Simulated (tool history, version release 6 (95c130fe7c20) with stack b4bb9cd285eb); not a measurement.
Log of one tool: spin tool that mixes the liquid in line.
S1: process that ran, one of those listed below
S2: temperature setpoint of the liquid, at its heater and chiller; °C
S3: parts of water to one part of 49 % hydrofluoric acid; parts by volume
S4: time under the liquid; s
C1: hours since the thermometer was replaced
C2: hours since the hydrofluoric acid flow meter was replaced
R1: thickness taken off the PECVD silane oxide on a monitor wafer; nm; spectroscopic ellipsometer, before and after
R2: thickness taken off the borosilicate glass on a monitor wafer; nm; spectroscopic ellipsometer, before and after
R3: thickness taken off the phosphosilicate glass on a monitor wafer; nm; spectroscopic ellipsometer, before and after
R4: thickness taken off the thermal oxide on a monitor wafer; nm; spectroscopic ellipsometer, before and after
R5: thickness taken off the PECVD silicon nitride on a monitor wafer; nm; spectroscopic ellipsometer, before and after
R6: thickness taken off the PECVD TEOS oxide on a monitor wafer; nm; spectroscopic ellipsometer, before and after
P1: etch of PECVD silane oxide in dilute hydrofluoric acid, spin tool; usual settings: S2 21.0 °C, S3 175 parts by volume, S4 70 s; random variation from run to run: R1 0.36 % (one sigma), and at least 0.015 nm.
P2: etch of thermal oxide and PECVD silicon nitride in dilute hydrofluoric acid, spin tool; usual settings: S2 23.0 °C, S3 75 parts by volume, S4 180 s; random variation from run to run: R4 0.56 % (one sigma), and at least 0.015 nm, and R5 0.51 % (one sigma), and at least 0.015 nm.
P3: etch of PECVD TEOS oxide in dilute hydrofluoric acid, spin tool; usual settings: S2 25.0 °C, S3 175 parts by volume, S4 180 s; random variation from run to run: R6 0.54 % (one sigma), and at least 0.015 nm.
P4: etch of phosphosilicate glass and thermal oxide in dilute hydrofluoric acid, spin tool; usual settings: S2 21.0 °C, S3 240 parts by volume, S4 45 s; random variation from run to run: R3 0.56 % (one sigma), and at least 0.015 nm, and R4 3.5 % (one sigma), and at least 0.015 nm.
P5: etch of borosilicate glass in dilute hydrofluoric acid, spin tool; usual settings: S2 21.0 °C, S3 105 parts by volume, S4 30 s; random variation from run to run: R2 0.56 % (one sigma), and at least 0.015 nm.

run 1 hour=16.0 | S1=P1 S2=21.0 S3=175 S4=70 | C1=1242.6 C2=1663.5 | R1=10.9880
run 2 hour=30.1 | S1=P1 S2=21.0 S3=175 S4=125 | C1=1256.7 C2=1677.6 | R1=19.6850
run 3 hour=37.7 | S1=P1 S2=21.0 S3=175 S4=30 | C1=1264.3 C2=1685.2 | R1=4.7318
run 4 hour=45.6 | S1=P5 S2=21.0 S3=105 S4=55 | C1=1272.2 C2=1693.1 | R2=8.6041
run 5 hour=60.3 | S1=P5 S2=21.0 S3=105 S4=30 | C1=1286.9 C2=1707.8 | R2=4.7558
run 6 hour=67.8 | S1=P4 S2=21.0 S3=100 S4=45 | C1=1294.4 C2=1715.3 | R3=40.187 R4=2.03620
run 7 hour=82.2 | S1=P1 S2=21.0 S3=175 S4=70 | C1=1308.8 C2=1729.7 | R1=10.9730
run 8 hour=97.5 | S1=P2 S2=23.0 S3=75 S4=180 | C1=1324.1 C2=1745.0 | R4=11.83500 R5=12.550
run 9 hour=110.6 | S1=P4 S2=21.0 S3=240 S4=45 | C1=1337.2 C2=1758.1 | R3=14.547 R4=0.64006
run 10 hour=123.8 | S1=P1 S2=21.0 S3=305 S4=70 | C1=1350.4 C2=1771.3 | R1=5.5539
run 11 hour=134.2 | S1=P1 S2=21.0 S3=85 S4=70 | C1=1360.8 C2=1781.7 | R1=25.0310
run 12 hour=144.3 | S1=P1 S2=17.0 S3=115 S4=70 | C1=1370.9 C2=1791.8 | R1=15.0910
run 13 hour=153.8 | S1=P3 S2=25.0 S3=175 S4=180 | C1=1380.4 C2=1801.3 | R6=8.9032
run 14 hour=166.8 | S1=P4 S2=21.0 S3=240 S4=45 | C1=1393.4 C2=1814.3 | R3=14.455 R4=0.63738
run 15 hour=176.5 | S1=P4 S2=17.0 S3=240 S4=45 | C1=1403.1 C2=1824.0 | R3=12.565 R4=0.51851
run 16 hour=191.3 | S1=P5 S2=17.0 S3=105 S4=30 | C1=1417.9 C2=1838.8 | R2=3.9877
run 17 hour=202.3 | S1=P1 S2=25.5 S3=175 S4=70 | C1=1428.9 C2=1849.8 | R1=13.0250
run 18 hour=212.9 | S1=P2 S2=23.0 S3=20 S4=180 | C1=1439.5 C2=1860.4 | R4=47.16000 R5=45.442
run 19 hour=222.8 | S1=P1 S2=17.0 S3=175 S4=70 | C1=1449.4 C2=1870.3 | R1=9.3018
run 20 hour=234.0 | S1=P5 S2=21.0 S3=150 S4=30 | C1=1460.6 C2=1881.5 | R2=3.1056
run 21 hour=246.0 | S1=P3 S2=17.0 S3=175 S4=180 | C1=1472.6 C2=1893.5 | R6=6.4922
run 22 hour=260.6 | S1=P3 S2=25.0 S3=175 S4=30 | C1=1487.2 C2=1908.1 | R6=1.4769
run 23 hour=270.3 | S1=P4 S2=21.0 S3=240 S4=65 | C1=1496.9 C2=1917.8 | R3=20.695 R4=1.00090
run 24 hour=285.2 | S1=P1 S2=21.0 S3=175 S4=70 | C1=1511.8 C2=1932.7 | R1=10.9150
run 25 hour=294.8 | S1=P2 S2=23.0 S3=75 S4=25 | C1=1521.4 C2=1942.3 | R4=1.62960 R5=1.706
run 26 hour=306.6 | S1=P3 S2=25.0 S3=295 S4=180 | C1=1533.2 C2=1954.1 | R6=4.6214
run 27 hour=313.6 | S1=P2 S2=27.5 S3=75 S4=180 | C1=1540.2 C2=1961.1 | R4=14.25500 R5=16.698
run 28 hour=329.6 | S1=P1 S2=21.0 S3=175 S4=70 | C1=1556.2 C2=1977.1 | R1=10.9770
run 29 hour=343.7 | S1=P1 S2=21.0 S3=305 S4=25 | C1=1570.3 C2=1991.2 | R1=1.9985
run 30 hour=354.5 | S1=P3 S2=25.0 S3=175 S4=180 | C1=1581.1 C2=2002.0 | R6=8.8950
run 31 hour=364.2 | S1=P1 S2=21.0 S3=175 S4=70 | C1=1590.8 C2=2011.7 | R1=10.9220
run 32 hour=375.5 | S1=P2 S2=23.0 S3=75 S4=180 | C1=1602.1 C2=2023.0 | R4=11.80000 R5=12.531
run 33 hour=384.1 | S1=P1 S2=21.0 S3=175 S4=70 | C1=1610.7 C2=2031.6 | R1=10.9980
run 34 hour=391.1 | S1=P1 S2=21.0 S3=175 S4=70 | C1=1617.7 C2=2038.6 | R1=10.7910
run 35 hour=405.3 | S1=P1 S2=21.0 S3=175 S4=70 | C1=1631.9 C2=2052.8 | R1=10.4660
run 36 hour=416.3 | S1=P1 S2=21.0 S3=175 S4=70 | C1=1642.9 C2=2063.8 | R1=10.3200
run 37 hour=430.7 | S1=P1 S2=21.0 S3=175 S4=70 | C1=1657.3 C2=2078.2 | R1=10.2840
run 38 hour=438.9 | S1=P1 S2=21.0 S3=175 S4=70 | C1=1665.5 C2=2086.4 | R1=10.2390
run 39 hour=452.1 | S1=P1 S2=21.0 S3=175 S4=70 | C1=1678.7 C2=2099.6 | R1=10.2160
run 40 hour=461.8 | S1=P1 S2=21.0 S3=175 S4=70 | C1=1688.4 C2=2109.3 | R1=10.0860
run 41 hour=469.5 | S1=P1 S2=21.0 S3=175 S4=70 | C1=1696.1 C2=2117.0 | R1=10.1590
run 42 hour=477.1 | S1=P1 S2=21.0 S3=175 S4=70 | C1=1703.7 C2=2124.6 | R1=10.1100
run 43 hour=485.4 | S1=P1 S2=21.0 S3=175 S4=70 | C1=1712.0 C2=2132.9 | R1=10.1570

What P1 gives has crept away from where it was. These 2 causes fit the log equally well, each at the size given:
A: hydrofluoric acid flow below the setpoint (%) = 6.74
B: liquid colder than its thermometer reads (K) = 2.11
The creep began at about hour 384.1.

4 check runs are offered, one wafer each, their results left as question marks. Which one tells the causes apart?
run check 1 hour=493.7 | S1=P3 S2=22.0 S3=175 S4=35 | R6=?
run check 2 hour=493.7 | S1=P4 S2=21.0 S3=170 S4=60 | R3=? R4=?
run check 3 hour=493.7 | S1=P2 S2=23.0 S3=20 S4=75 | R4=? R5=?
run check 4 hour=493.7 | S1=P5 S2=21.0 S3=145 S4=30 | R2=?

What each check would give under each cause:
check=check_1 result=R6 if_A=1.4184 if_B=1.4201
check=check_2 result=R3 if_A=26.878 if_B=26.864
check=check_2 result=R4 if_A=1.24140 if_B=1.24070
check=check_3 result=R4 if_A=18.37700 if_B=18.04000
check=check_3 result=R5 if_A=17.654 if_B=16.296
check=check_4 result=R2 if_A=2.9981 if_B=2.9882
How far apart the two closest causes lie, in the result that separates them most: check 1 0.12 %; check 2 0.05 %; check 3 8 %; check 4 0.33 %
Check 3 tells the causes apart: in the others they would give nearly the same result.

Then check 3 was run and gave: R4 17.96500 nm; R5 16.363 nm. Which cause is it?

It is B: liquid colder than its thermometer reads (K).
